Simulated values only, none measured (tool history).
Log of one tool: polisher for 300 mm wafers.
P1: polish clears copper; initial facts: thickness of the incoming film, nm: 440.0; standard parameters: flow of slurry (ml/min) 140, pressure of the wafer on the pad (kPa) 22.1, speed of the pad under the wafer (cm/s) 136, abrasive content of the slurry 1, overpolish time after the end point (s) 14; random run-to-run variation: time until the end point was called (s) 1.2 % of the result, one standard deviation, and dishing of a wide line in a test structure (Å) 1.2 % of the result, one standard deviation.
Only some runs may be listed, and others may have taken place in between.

run	day	flow of slurry (ml/min)	pressure of the wafer on the pad (kPa)	speed of the pad under the wafer (cm/s)	abrasive content of the slurry	overpolish time after the end point (s)	time until the end point was called (s)	dishing of a wide line in a test structure (Å)
1	0.471	140	22.1	136	1	14	94.77	449.69
2	0.808	195	22.1	136	1	14	91.307	462.04
3	1.242	140	22.1	78	1	14	166.48	269.64
4	1.488	140	29	136	1	21	72.237	768.79
5	1.933	140	22.1	136	1	14	95.56	438.05
6	2.354	85	22.1	136	1	14	108.31	399.77
7	2.596	140	22.1	136	1	14	94.298	442.88
8	3.05	140	22.1	136	1	14	94.209	439.88
9	3.267	140	22.1	136	0.5	14	108.28	386.73
10	3.675	140	22.1	136	1	5	95.407	170.3
11	3.942	140	31.7	136	1	14	65.592	606.55
12	4.275	140	22.1	136	1	14	94.559	443.27
13	4.746	140	22.1	136	1	24	95.156	681.48
14	5.167	140	22.1	210	1	14	63.069	633.84
15	5.658	140	13.1	136	1	14	162.82	275.08
16	6.108	140	22.1	136	1.25	14	92.12	460.29
17	6.338	140	22.1	136	1	14	94.454	436.12
18	6.742	140	22.1	136	1	14	101.23	428.41
19	7.129	140	22.1	136	1	14	101.91	410.08
# day 7.321: slurry blender recalibrated
20	7.55	140	22.1	136	1	14	103.77	400.24
21	7.879	140	22.1	136	1	14	106.99	406.02
# day 8.121: head pressure recalibrated
22	8.333	140	22.1	136	1	14	105.97	403.41
23	8.6	140	22.1	136	1	14	105.91	399.9

What does the tool deliver on the next run?
24	9.012	140	22.1	136	1	14	?	?

For run 24 the tool returned time until the end point was called (s) 107.89, dishing of a wide line in a test structure (Å) 401.03.
